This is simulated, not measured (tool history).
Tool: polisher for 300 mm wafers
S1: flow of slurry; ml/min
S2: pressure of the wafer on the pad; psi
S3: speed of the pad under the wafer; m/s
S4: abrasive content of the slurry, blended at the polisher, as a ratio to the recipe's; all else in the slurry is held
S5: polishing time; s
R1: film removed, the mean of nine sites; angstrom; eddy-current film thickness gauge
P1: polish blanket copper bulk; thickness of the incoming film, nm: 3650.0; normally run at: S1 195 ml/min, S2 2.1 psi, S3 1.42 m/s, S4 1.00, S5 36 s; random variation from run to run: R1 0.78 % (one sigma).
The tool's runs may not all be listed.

run,hour,S1,S2,S3,S4,S5,R1
1,7.5,195,2.1,1.42,1.00,36,3897.8
2,15.1,195,2.1,1.42,1.00,36,3860.8
3,28.0,195,2.1,1.42,1.00,36,3892.6
4,39.8,140,2.7,1.42,1.00,36,4723.8
5,53.5,195,2.1,1.42,0.55,36,3422.2
6,59.9,195,2.1,1.42,1.00,56,6037.4
7,70.9,275,2.1,1.42,1.00,36,4023.5
8,84.6,195,2.1,1.42,1.00,36,3893.5
9,96.8,195,2.1,2.22,1.00,36,6189.3
10,104.0,195,2.1,1.42,1.00,16,1732.3
11,117.2,115,2.1,1.42,1.00,36,3532.8
12,125.9,195,2.1,1.76,1.00,47,6291.3
13,138.0,195,1.5,1.42,1.00,36,2785.7
14,148.1,115,2.8,1.42,1.00,36,4765.1
15,158.9,195,2.1,1.42,1.50,36,4203.2
16,170.4,195,2.1,1.42,1.00,36,3913.6
17,183.3,195,2.1,0.64,1.00,36,1742.4
18,194.0,195,3.1,1.42,1.00,36,5717.9
19,204.8,195,2.1,1.42,1.00,36,3900.1
20,217.3,195,2.1,1.42,1.00,36,3807.9
21,225.2,195,2.1,1.42,1.00,36,3757.3

The next listed run, before its measurement:
22,235.4,195,2.1,1.42,1.00,36,?

Run 22 gave R1 3625.1 angstrom.
